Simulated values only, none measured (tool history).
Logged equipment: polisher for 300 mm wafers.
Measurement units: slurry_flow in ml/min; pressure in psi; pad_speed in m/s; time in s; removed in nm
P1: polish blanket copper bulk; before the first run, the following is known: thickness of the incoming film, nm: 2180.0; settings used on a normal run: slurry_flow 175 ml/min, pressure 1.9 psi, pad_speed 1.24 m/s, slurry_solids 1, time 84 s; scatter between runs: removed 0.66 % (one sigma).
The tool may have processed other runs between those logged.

run	hour	slurry_flow	pressure	pad_speed	slurry_solids	time	wafers polished on this pad	hours since the slurry nozzle was cleaned	hours since the head pressure was calibrated	hours since the slurry blender was calibrated	removed
1	5.1	175	1.9	1.24	1	84	397	171.5	254	186.2	572.07
2	9.9	105	1.9	1.64	1	84	442	176.3	258.8	191	688.06
3	16.7	175	1.9	1.98	1	84	505	183.1	265.6	197.8	922.41
4	21.4	175	1.9	1.24	1	113	549	187.8	270.3	202.5	786.2
5	25.7	175	1.9	1.24	1	84	590	192.1	274.6	206.8	578.04
6	29.2	255	1.9	1.24	1	84	623	195.6	278.1	210.3	603.04
7	32.6	175	1.9	1.24	1	84	655	199	281.5	213.7	581.02
8	39.4	175	2.8	1.24	1	84	718	205.8	288.3	220.5	847.67
9	45.5	175	1.9	1.24	1	84	776	211.9	294.4	226.6	577.88
10	51.5	175	1.9	1.24	1	84	832	217.9	300.4	232.6	578.66
11	58.4	175	1.1	1.24	1	84	897	224.8	307.3	239.5	333.45
12	62.5	175	1.9	1.24	1	84	935	228.9	311.4	243.6	576.78
13	69.7	175	1.9	0.9	1	84	1003	236.1	318.6	250.8	418.44
14	74.4	175	1.9	1.24	1	84	1047	240.8	323.3	255.5	582.9
15	79.2	105	1.9	1.24	1	84	1092	245.6	328.1	260.3	520.39
16	85.1	175	1.9	1.24	1.35	84	1147	251.5	334	266.2	611.15
17	91.4	175	1.9	1.24	1	45	1206	257.8	340.3	272.5	306.48
18	97.2	175	1.9	1.24	0.5	84	1261	263.6	346.1	278.3	505.22
19	101.3	175	1.9	1.24	1	84	1299	267.7	350.2	282.4	573.69
20	105.8	175	1.9	1.24	1	84	1341	272.2	354.7	286.9	565.6
21	110	175	1.9	1.24	1	84	1381	276.4	358.9	291.1	555.92
22	113.5	175	1.9	1.24	1	84	1414	279.9	362.4	294.6	549.56
23	119.3	175	1.9	1.24	1	84	1468	285.7	368.2	300.4	550.28
# hour 122.7: worn pad replaced by a new one
24	126	175	1.9	1.24	1	84	31	292.4	374.9	307.1	546.38
# hour 126.8: head pressure recalibrated
25	131	175	1.9	1.24	1	84	78	297.4	4.3	312.1	539.39
26	138.1	175	1.9	1.24	1	84	144	304.5	11.4	319.2	544.3

Compared with where it was, what P1 gives has crept away. Each cause listed below fits the log as well as the rest, at the size given for it:
A: abrasive missing from the slurry, % = 24.9
B: slurry flow missing at the pad, % = 28.9
The creep began at about hour 101.3.
Ruled out, with reasons:
removal rate lost through wear of the pad, %: maintenance at hour 122.7, after the shift began, did not return the process to its former output
head's pressure below its setpoint, %: maintenance at hour 126.8, after the shift began, did not return the process to its former output

Each of the check runs listed below is run on 2 wafers and reports their average, with the results left as question marks. Pick the one under which the possible causes would lead to clearly different results.
check 1	145.2	175	1.9	1.24	0.55	84					?
check 2	145.2	105	1.9	1.94	1	84					?
check 3	145.2	175	1.9	1.24	0.8	84					?
check 4	145.2	175	2.8	1.24	1	63					?

If the cause were each of the candidates in turn, the checks would give the following:
check	result	if A	if B
check 1	removed	481.94	479.83
check 2	removed	770.1	743.89
check 3	removed	518.66	517.87
check 4	removed	599.95	600.03
Per-check spread between the two closest causes, in the result where they differ most: check 1 0.44 %; check 2 3.46 %; check 3 0.15 %; check 4 0.01 %
Check 2 distinguishes between the causes, while the remaining checks would return nearly the same result for all of them.

Here is what check 2 returned: removed 769.36 nm. Which cause is it?

A is the cause: abrasive missing from the slurry, %.
